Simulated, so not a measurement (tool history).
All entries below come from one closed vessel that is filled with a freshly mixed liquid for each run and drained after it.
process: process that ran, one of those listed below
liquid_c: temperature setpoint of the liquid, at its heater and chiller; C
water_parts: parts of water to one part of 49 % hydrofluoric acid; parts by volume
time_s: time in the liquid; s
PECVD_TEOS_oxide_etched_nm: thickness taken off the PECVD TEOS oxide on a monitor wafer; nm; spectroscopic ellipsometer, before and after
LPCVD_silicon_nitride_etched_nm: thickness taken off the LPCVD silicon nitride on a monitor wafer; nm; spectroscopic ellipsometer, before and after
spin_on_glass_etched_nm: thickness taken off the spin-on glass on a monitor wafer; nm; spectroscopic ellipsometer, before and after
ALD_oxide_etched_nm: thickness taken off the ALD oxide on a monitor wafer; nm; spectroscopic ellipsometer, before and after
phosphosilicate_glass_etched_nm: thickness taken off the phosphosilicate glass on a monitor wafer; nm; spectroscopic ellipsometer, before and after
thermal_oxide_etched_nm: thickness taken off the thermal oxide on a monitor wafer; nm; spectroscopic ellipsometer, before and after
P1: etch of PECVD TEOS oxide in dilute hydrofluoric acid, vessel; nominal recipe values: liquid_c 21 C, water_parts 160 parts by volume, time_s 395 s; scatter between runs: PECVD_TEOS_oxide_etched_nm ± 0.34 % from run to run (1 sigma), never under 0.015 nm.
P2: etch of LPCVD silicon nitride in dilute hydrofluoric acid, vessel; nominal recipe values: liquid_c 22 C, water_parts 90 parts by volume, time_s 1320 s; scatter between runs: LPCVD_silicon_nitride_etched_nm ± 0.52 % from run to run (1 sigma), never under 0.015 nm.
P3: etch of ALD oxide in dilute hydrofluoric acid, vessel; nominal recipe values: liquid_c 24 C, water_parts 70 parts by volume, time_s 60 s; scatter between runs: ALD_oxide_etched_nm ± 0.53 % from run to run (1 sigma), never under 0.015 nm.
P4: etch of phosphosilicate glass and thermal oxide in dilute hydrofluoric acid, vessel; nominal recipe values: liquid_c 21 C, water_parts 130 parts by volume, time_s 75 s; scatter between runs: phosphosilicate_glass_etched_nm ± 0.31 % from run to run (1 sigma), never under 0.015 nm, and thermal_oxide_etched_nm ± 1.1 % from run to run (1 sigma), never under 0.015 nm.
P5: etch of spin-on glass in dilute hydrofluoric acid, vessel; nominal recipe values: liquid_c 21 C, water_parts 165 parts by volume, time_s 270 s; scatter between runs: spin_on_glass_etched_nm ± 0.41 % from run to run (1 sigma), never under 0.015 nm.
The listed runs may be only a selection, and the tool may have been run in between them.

run,day,process,liquid_c,water_parts,time_s,hours since the thermometer was replaced,hours since the hydrofluoric acid flow meter was replaced,PECVD_TEOS_oxide_etched_nm,LPCVD_silicon_nitride_etched_nm,spin_on_glass_etched_nm,ALD_oxide_etched_nm,phosphosilicate_glass_etched_nm,thermal_oxide_etched_nm
1,0.462,P1,21,160,395,914.3,788.7,39.222,,,,,
2,1.033,P1,21,160,395,928,802.4,39.321,,,,,
3,1.838,P1,21,160,395,947.3,821.7,39.378,,,,,
4,2.242,P1,21,255,70,957,831.4,3.9637,,,,,
5,2.733,P1,17,160,395,968.8,843.2,33.472,,,,,
6,3.179,P2,22,90,2475,979.5,853.9,,12.367,,,,
7,3.55,P5,17,165,270,988.4,862.8,,,33.872,,,
8,3.992,P2,22,90,1320,999,873.4,,6.6449,,,,
# day 4.058: thermometer replaced
9,4.65,P5,21,295,270,14.3,889.2,,,19.605,,,
10,5.354,P1,21,160,85,31.2,906.1,8.4574,,,,,
11,6.129,P1,26,160,395,49.8,924.7,47.416,,,,,
12,6.567,P5,21,165,30,60.3,935.2,,,4.4303,,,
13,7.133,P1,21,160,570,73.9,948.8,56.706,,,,,
14,7.879,P3,24,70,30,91.8,966.7,,,,6.9807,,
15,8.412,P1,21,160,395,104.6,979.5,39.15,,,,,
16,9.129,P1,17,235,395,121.8,996.7,21.228,,,,,
17,9.633,P5,21,165,270,133.9,1008.8,,,39.693,,,
18,10.188,P4,28.5,130,75,147.2,1022.1,,,,,62.129,3.1873
19,10.617,P3,24,70,60,157.5,1032.4,,,,14.028,,
20,11.354,P4,21,130,135,175.2,1050.1,,,,,84.229,4.3824
21,11.917,P4,21,130,75,188.7,1063.6,,,,,46.417,2.434

Forecast run 22:
22,12.471,P3,24,25,60,202,1076.9,,,,?,,

ALD_oxide_etched_nm: 41.367 nm
